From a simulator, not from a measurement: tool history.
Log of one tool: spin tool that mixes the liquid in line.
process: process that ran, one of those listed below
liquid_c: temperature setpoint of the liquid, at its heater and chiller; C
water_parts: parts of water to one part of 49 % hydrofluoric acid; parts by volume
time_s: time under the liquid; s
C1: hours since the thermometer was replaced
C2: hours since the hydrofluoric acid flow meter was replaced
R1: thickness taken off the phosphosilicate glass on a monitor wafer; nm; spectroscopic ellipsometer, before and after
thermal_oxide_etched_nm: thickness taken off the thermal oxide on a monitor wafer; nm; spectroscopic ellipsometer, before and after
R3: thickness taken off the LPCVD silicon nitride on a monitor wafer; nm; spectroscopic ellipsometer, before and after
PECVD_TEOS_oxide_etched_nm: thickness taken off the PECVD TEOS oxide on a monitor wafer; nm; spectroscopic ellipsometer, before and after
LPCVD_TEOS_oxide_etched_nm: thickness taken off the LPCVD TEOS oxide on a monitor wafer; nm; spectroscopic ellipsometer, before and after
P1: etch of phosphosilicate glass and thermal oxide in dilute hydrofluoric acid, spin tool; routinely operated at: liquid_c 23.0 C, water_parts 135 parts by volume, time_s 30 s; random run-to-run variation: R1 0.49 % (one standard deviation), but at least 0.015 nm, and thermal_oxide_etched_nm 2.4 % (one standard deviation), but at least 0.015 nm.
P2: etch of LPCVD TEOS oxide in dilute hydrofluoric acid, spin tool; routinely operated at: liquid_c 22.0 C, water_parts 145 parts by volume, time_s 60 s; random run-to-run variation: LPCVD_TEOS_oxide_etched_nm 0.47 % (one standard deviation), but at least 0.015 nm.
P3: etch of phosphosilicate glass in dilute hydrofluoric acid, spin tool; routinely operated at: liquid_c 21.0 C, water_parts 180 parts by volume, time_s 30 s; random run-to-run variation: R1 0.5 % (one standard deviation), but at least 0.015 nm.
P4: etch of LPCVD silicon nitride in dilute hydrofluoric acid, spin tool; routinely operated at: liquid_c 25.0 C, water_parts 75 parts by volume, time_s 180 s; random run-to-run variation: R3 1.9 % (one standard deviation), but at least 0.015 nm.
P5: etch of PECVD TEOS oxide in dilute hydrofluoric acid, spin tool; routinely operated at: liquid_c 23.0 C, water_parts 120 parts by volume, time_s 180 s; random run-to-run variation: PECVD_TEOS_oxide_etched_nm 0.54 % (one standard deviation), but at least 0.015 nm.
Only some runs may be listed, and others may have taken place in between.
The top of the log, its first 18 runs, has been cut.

run 19 hour=205.3 | process=P1 liquid_c=18.5 water_parts=135 time_s=30 | C1=478.4 C2=513.2 | R1=12.1130 thermal_oxide_etched_nm=0.76482
run 20 hour=219.0 | process=P5 liquid_c=23.0 water_parts=120 time_s=180 | C1=492.1 C2=526.9 | PECVD_TEOS_oxide_etched_nm=39.118
run 21 hour=233.3 | process=P1 liquid_c=23.0 water_parts=75 time_s=30 | C1=506.4 C2=541.2 | R1=28.1210 thermal_oxide_etched_nm=1.86550
run 22 hour=243.5 | process=P4 liquid_c=33.5 water_parts=75 time_s=180 | C1=516.6 C2=551.4 | R3=2.0240
run 23 hour=256.0 | process=P2 liquid_c=22.0 water_parts=55 time_s=60 | C1=529.1 C2=563.9 | LPCVD_TEOS_oxide_etched_nm=30.244
run 24 hour=264.7 | process=P5 liquid_c=23.0 water_parts=120 time_s=85 | C1=537.8 C2=572.6 | PECVD_TEOS_oxide_etched_nm=18.639
run 25 hour=277.4 | process=P3 liquid_c=21.0 water_parts=70 time_s=30 | C1=550.5 C2=585.3 | R1=49.4510
run 26 hour=291.1 | process=P1 liquid_c=23.0 water_parts=235 time_s=30 | C1=564.2 C2=599.0 | R1=7.5710 thermal_oxide_etched_nm=0.45815
run 27 hour=300.6 | process=P1 liquid_c=23.0 water_parts=135 time_s=30 | C1=573.7 C2=608.5 | R1=14.6140 thermal_oxide_etched_nm=0.92580
run 28 hour=315.1 | process=P4 liquid_c=25.0 water_parts=75 time_s=180 | C1=588.2 C2=623.0 | R3=1.1792
run 29 hour=328.2 | process=P2 liquid_c=22.0 water_parts=145 time_s=90 | C1=601.3 C2=636.1 | LPCVD_TEOS_oxide_etched_nm=15.352
run 30 hour=343.0 | process=P4 liquid_c=25.0 water_parts=40 time_s=180 | C1=616.1 C2=650.9 | R3=2.1784
run 31 hour=351.0 | process=P1 liquid_c=23.0 water_parts=135 time_s=30 | C1=624.1 C2=658.9 | R1=14.5960 thermal_oxide_etched_nm=0.95562
run 32 hour=358.4 | process=P1 liquid_c=23.0 water_parts=135 time_s=30 | C1=631.5 C2=666.3 | R1=14.8660 thermal_oxide_etched_nm=0.95781
run 33 hour=366.2 | process=P1 liquid_c=23.0 water_parts=135 time_s=30 | C1=639.3 C2=674.1 | R1=15.1730 thermal_oxide_etched_nm=0.95448
run 34 hour=379.8 | process=P1 liquid_c=23.0 water_parts=135 time_s=30 | C1=652.9 C2=687.7 | R1=15.4890 thermal_oxide_etched_nm=0.98415
run 35 hour=393.4 | process=P1 liquid_c=23.0 water_parts=135 time_s=30 | C1=666.5 C2=701.3 | R1=15.6980 thermal_oxide_etched_nm=1.03950

Forecast run 36:
run 36 hour=403.8 | process=P1 liquid_c=23.0 water_parts=135 time_s=30 | C1=676.9 C2=711.7 | R1=? thermal_oxide_etched_nm=?

{"run 36": {"R1": 15.91, "thermal_oxide_etched_nm": 0.97503}}

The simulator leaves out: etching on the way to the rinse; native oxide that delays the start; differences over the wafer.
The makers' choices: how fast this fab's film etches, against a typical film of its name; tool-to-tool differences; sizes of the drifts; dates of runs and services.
